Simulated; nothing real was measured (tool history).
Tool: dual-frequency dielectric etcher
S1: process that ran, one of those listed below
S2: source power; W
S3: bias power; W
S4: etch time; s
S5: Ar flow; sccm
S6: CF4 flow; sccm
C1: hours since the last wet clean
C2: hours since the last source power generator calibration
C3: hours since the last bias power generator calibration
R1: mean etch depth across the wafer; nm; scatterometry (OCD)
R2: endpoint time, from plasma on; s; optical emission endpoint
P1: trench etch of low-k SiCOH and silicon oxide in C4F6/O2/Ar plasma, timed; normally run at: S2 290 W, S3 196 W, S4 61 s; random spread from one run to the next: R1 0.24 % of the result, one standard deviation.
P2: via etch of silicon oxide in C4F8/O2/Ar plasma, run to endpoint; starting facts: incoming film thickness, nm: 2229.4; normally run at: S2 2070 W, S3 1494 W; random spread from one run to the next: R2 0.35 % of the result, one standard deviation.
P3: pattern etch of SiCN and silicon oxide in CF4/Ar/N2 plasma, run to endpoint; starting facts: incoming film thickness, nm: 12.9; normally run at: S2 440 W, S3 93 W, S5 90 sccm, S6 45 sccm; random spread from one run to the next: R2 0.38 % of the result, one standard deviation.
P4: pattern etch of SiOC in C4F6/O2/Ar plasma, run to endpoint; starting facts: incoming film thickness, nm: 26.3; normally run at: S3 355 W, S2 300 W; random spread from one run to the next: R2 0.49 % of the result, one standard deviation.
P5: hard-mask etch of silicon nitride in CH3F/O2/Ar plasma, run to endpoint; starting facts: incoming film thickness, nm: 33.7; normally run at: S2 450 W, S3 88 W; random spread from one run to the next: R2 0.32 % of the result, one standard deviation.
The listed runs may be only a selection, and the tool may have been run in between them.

run 1 hour=8.5 | S1=P1 S2=290 S3=196 S4=61 | C1=268.3 C2=2840.4 C3=1154.9 | R1=176.46
run 2 hour=12.9 | S1=P1 S2=180 S3=196 S4=61 | C1=272.7 C2=2844.8 C3=1159.3 | R1=148.07
run 3 hour=19.4 | S1=P1 S2=290 S3=196 S4=61 | C1=279.2 C2=2851.3 C3=1165.8 | R1=177.26
run 4 hour=25.6 | S1=P4 S2=300 S3=355 | C1=285.4 C2=2857.5 C3=1172 | R2=11.158
run 5 hour=32.1 | S1=P1 S2=240 S3=121 S4=61 | C1=291.9 C2=2864 C3=1178.5 | R1=141.68
run 6 hour=39 | S1=P1 S2=290 S3=196 S4=34 | C1=298.8 C2=2870.9 C3=1185.4 | R1=98.951
run 7 hour=42.8 | S1=P1 S2=290 S3=196 S4=61 | C1=302.6 C2=2874.7 C3=1189.2 | R1=176.99
run 8 hour=47.6 | S1=P4 S2=300 S3=355 | C1=307.4 C2=2879.5 C3=1194 | R2=11.079
run 9 hour=55.2 | S1=P4 S2=170 S3=355 | C1=315 C2=2887.1 C3=1201.6 | R2=13.653
run 10 hour=62.2 | S1=P4 S2=300 S3=494 | C1=322 C2=2894.1 C3=1208.6 | R2=9.7864
run 11 hour=65.9 | S1=P1 S2=290 S3=196 S4=61 | C1=325.7 C2=2897.8 C3=1212.3 | R1=177.13
run 12 hour=71.8 | S1=P3 S2=440 S3=93 S5=90 S6=45 | C1=331.6 C2=2903.7 C3=1218.2 | R2=14.774
run 13 hour=80.3 | S1=P1 S2=380 S3=196 S4=61 | C1=340.1 C2=2912.2 C3=1226.7 | R1=197.32
run 14 hour=88 | S1=P1 S2=290 S3=119 S4=77 | C1=347.8 C2=2919.9 C3=1234.4 | R1=191.68
run 15 hour=92.6 | S1=P2 S2=2070 S3=1494 | C1=352.4 C2=2924.5 C3=1239 | R2=469.22
run 16 hour=99.9 | S1=P1 S2=290 S3=196 S4=61 | C1=359.7 C2=2931.8 C3=1246.3 | R1=177.7
run 17 hour=107.9 | S1=P5 S2=450 S3=88 | C1=367.7 C2=2939.8 C3=1254.3 | R2=41.995
run 18 hour=115.1 | S1=P5 S2=450 S3=88 | C1=374.9 C2=2947 C3=1261.5 | R2=41.976
run 19 hour=118.9 | S1=P1 S2=290 S3=196 S4=61 | C1=378.7 C2=2950.8 C3=1265.3 | R1=177.96
run 20 hour=124.2 | S1=P1 S2=290 S3=230 S4=33.5 | C1=384 C2=2956.1 C3=1270.6 | R1=102.67
run 21 hour=129.4 | S1=P1 S2=290 S3=124 S4=61 | C1=389.2 C2=2961.3 C3=1275.8 | R1=153.98
run 22 hour=136.1 | S1=P3 S2=440 S3=69 S5=90 S6=45 | C1=395.9 C2=2968 C3=1282.5 | R2=16.493
run 23 hour=140.4 | S1=P1 S2=290 S3=196 S4=90 | C1=400.2 C2=2972.3 C3=1286.8 | R1=261.74
run 24 hour=144.6 | S1=P3 S2=440 S3=93 S5=90 S6=28 | C1=404.4 C2=2976.5 C3=1291 | R2=15.856
run 25 hour=151.8 | S1=P5 S2=290 S3=88 | C1=411.6 C2=2983.7 C3=1298.2 | R2=49.53
run 26 hour=160.1 | S1=P3 S2=440 S3=93 S5=64 S6=45 | C1=419.9 C2=2992 C3=1306.5 | R2=13.98
run 27 hour=164.3 | S1=P2 S2=2670 S3=1494 | C1=424.1 C2=2996.2 C3=1310.7 | R2=420.92
run 28 hour=168.5 | S1=P1 S2=290 S3=249 S4=61 | C1=428.3 C2=3000.4 C3=1314.9 | R1=192.25
run 29 hour=176.3 | S1=P5 S2=450 S3=62 | C1=436.1 C2=3008.2 C3=1322.7 | R2=47.356
run 30 hour=182.9 | S1=P3 S2=550 S3=93 S5=90 S6=45 | C1=442.7 C2=3014.8 C3=1329.3 | R2=12.144
run 31 hour=190.9 | S1=P2 S2=2070 S3=1986 | C1=450.7 C2=3022.8 C3=1337.3 | R2=435.04
run 32 hour=198.2 | S1=P1 S2=290 S3=196 S4=61 | C1=458 C2=3030.1 C3=1344.6 | R1=176.98
run 33 hour=206.4 | S1=P1 S2=290 S3=196 S4=61 | C1=466.2 C2=3038.3 C3=1352.8 | R1=177.05
run 34 hour=214.6 | S1=P1 S2=290 S3=196 S4=61 | C1=474.4 C2=3046.5 C3=1361 | R1=175.93
run 35 hour=222.2 | S1=P1 S2=290 S3=196 S4=61 | C1=482 C2=3054.1 C3=1368.6 | R1=174.95
run 36 hour=227.7 | S1=P1 S2=290 S3=196 S4=61 | C1=487.5 C2=3059.6 C3=1374.1 | R1=175.03
-- hour=228.2 wet clean of the chamber
run 37 hour=232.8 | S1=P1 S2=290 S3=196 S4=61 | C1=4.6 C2=3064.7 C3=1379.2 | R1=174.38
run 38 hour=238 | S1=P1 S2=290 S3=196 S4=61 | C1=9.8 C2=3069.9 C3=1384.4 | R1=174.72
run 39 hour=244.3 | S1=P1 S2=290 S3=196 S4=61 | C1=16.1 C2=3076.2 C3=1390.7 | R1=174.9

What P1 gives has crept off from where it sat before. The 2 causes that follow fit the log equally well, each at the size noted:
A: bias power that arrives under what is set, % = 4.84
B: source power that arrives under what is set, % = 4.13
Onset of the creep was near hour 206.4.
Every other cause this tool's parts could produce, and why it does not fit the log:
chamber walls in a state that lowers the etch rate, %: maintenance at hour 228.2, after the shift began, did not return the process to its former output

Which of the check runs below tells the causes apart, meaning the causes would give it clearly different results? Each run uses 2 wafers whose results are averaged, and each result is shown as a question mark.
run check 1 hour=250.6 | S1=P3 S2=440 S3=76 S5=65 S6=45 | R2=?
run check 2 hour=250.6 | S1=P2 S2=2070 S3=1942 | R2=?
run check 3 hour=250.6 | S1=P4 S2=300 S3=485 | R2=?
run check 4 hour=250.6 | S1=P5 S2=330 S3=88 | R2=?

Predicted outcomes, by check and by cause:
check=check_1 result=R2 if_A=15.351 if_B=15.665
check=check_2 result=R2 if_A=443.78 if_B=445.07
check=check_3 result=R2 if_A=10.074 if_B=10.042
check=check_4 result=R2 if_A=47.941 if_B=47.837
Distance between the nearest two causes, measured in the result of the check that separates them most: check 1 2.02 %; check 2 0.29 %; check 3 0.31 %; check 4 0.22 %
The other checks would show nearly matching results whichever cause is true, so check 1 is the only one that separates the causes.

Here is what check 1 returned: R2 15.413 s. Which cause is it?

It was cause A: bias power that arrives under what is set, %.
